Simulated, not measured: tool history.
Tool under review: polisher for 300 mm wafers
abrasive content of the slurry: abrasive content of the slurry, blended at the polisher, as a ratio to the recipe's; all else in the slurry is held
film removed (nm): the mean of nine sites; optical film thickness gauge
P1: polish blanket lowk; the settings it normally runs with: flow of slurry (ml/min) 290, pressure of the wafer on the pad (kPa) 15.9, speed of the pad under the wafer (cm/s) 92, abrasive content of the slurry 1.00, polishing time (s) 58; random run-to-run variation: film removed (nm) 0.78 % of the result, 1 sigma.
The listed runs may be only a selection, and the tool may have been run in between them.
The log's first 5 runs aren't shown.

run,day,flow of slurry (ml/min),pressure of the wafer on the pad (kPa),speed of the pad under the wafer (cm/s),abrasive content of the slurry,polishing time (s),film removed (nm)
6,2.850,290,15.9,92,1.00,58,26.901
7,3.254,290,15.9,92,1.00,58,26.637
8,3.633,290,15.9,56,1.00,58,18.349
9,3.979,290,15.9,128,1.00,58,35.411
10,4.542,290,7.6,92,1.00,58,12.780
# day 4.812: slurry nozzle cleaned
11,4.962,290,15.9,92,1.25,58,29.738
12,5.554,290,22.8,92,1.00,58,38.358
13,6.117,385,15.9,92,1.00,58,27.666
14,6.462,175,15.9,92,1.00,58,25.110
# day 6.871: conditioning disc replaced and pad reconditioned
15,7.046,290,15.9,92,1.00,82,37.785
16,7.450,290,15.9,92,1.00,58,26.937
17,7.758,290,15.9,92,1.00,58,26.726
18,8.271,290,15.9,92,1.00,58,27.194
19,8.633,290,15.9,92,1.00,58,26.924
20,8.896,290,15.9,92,1.00,58,26.453
21,9.367,290,15.9,92,1.00,58,25.613
22,9.662,290,15.9,92,1.00,58,25.271
23,10.042,290,15.9,92,1.00,58,25.050
24,10.579,290,15.9,92,1.00,58,24.838
# day 10.729: head pressure recalibrated
25,11.058,290,15.9,92,1.00,58,24.821
26,11.504,290,15.9,92,1.00,58,24.472
# day 11.558: slurry nozzle cleaned
# day 11.883: conditioning disc replaced and pad reconditioned
27,12.071,290,15.9,92,1.00,58,24.667

Estimate the outcome of run 28 from the log above:
28,12.408,290,15.9,92,1.00,58,?

{"run 28": {"film removed (nm)": 24.519}}
